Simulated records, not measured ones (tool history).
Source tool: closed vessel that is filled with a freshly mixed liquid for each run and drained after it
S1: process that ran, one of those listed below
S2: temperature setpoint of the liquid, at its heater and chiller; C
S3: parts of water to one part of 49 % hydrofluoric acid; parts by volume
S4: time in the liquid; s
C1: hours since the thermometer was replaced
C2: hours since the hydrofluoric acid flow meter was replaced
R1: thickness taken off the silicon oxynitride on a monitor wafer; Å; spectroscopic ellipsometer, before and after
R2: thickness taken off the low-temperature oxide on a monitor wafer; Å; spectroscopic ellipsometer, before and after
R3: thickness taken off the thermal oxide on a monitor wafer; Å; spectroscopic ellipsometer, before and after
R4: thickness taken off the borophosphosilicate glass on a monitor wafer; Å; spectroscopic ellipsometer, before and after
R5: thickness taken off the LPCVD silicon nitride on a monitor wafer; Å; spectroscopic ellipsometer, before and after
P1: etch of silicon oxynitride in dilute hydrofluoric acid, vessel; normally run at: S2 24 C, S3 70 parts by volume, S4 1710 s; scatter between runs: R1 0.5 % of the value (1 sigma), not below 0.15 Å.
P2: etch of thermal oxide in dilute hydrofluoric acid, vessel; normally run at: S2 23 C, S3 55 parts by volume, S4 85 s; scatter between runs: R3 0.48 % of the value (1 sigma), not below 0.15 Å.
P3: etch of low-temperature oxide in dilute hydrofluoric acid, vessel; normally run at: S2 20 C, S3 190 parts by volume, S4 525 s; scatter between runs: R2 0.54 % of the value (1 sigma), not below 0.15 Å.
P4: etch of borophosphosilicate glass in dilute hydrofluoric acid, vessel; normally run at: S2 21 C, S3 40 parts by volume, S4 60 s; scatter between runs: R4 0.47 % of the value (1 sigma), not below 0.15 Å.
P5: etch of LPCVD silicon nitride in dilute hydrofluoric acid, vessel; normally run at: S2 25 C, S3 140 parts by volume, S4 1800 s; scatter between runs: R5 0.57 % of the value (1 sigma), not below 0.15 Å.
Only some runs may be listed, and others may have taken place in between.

run,day,S1,S2,S3,S4,C1,C2,R1,R2,R3,R4,R5
1,0.267,P1,24,70,1710,333.7,464.1,504.69,,,,
2,0.867,P3,17,190,525,348.1,478.5,,428.6,,,
3,1.279,P1,24,70,1710,358,488.4,504.04,,,,
4,1.683,P2,17.5,55,85,367.7,498.1,,,59.336,,
5,2.138,P4,21,25,60,378.6,509,,,,637.06,
6,2.571,P1,24,70,1710,389,519.4,504.7,,,,
7,2.888,P1,24,115,1710,396.6,527,296.32,,,,
8,3.488,P5,25,140,1800,411,541.4,,,,,59.879
9,4.096,P3,20,190,525,425.6,556,,485.23,,,
10,4.362,P2,23,55,30,432,562.4,,,26.56,,
11,4.65,P2,23,55,85,438.9,569.3,,,75.271,,
# day 4.962: thermometer replaced
12,4.983,P4,21,40,30,0.6,577.3,,,,193.74,
13,5.55,P4,21,40,60,14.2,590.9,,,,388.52,
14,6.15,P1,24,70,1710,28.6,605.3,505.05,,,,
15,6.675,P1,24,70,115,41.2,617.9,34.047,,,,
16,6.996,P1,19,100,1710,48.9,625.6,272.08,,,,
17,7.321,P1,32.5,70,1710,56.7,633.4,754.9,,,,
18,7.883,P1,24,70,1710,70.2,646.9,505.26,,,,
19,8.196,P3,20,190,525,77.7,654.4,,485.6,,,
20,8.467,P1,18,70,1015,84.2,660.9,224.45,,,,
21,9.004,P1,24,70,3075,97.1,673.8,911.65,,,,
22,9.421,P4,28,40,60,107.1,683.8,,,,517.83,
23,10.012,P1,24,20,1710,121.3,698,1851.6,,,,
24,10.379,P3,20,55,525,130.1,706.8,,1935.6,,,

The next listed run, before its measurement:
25,10.754,P2,23,55,85,139.1,715.8,,,?,,

{"run 25": {"R3": 75.319}}
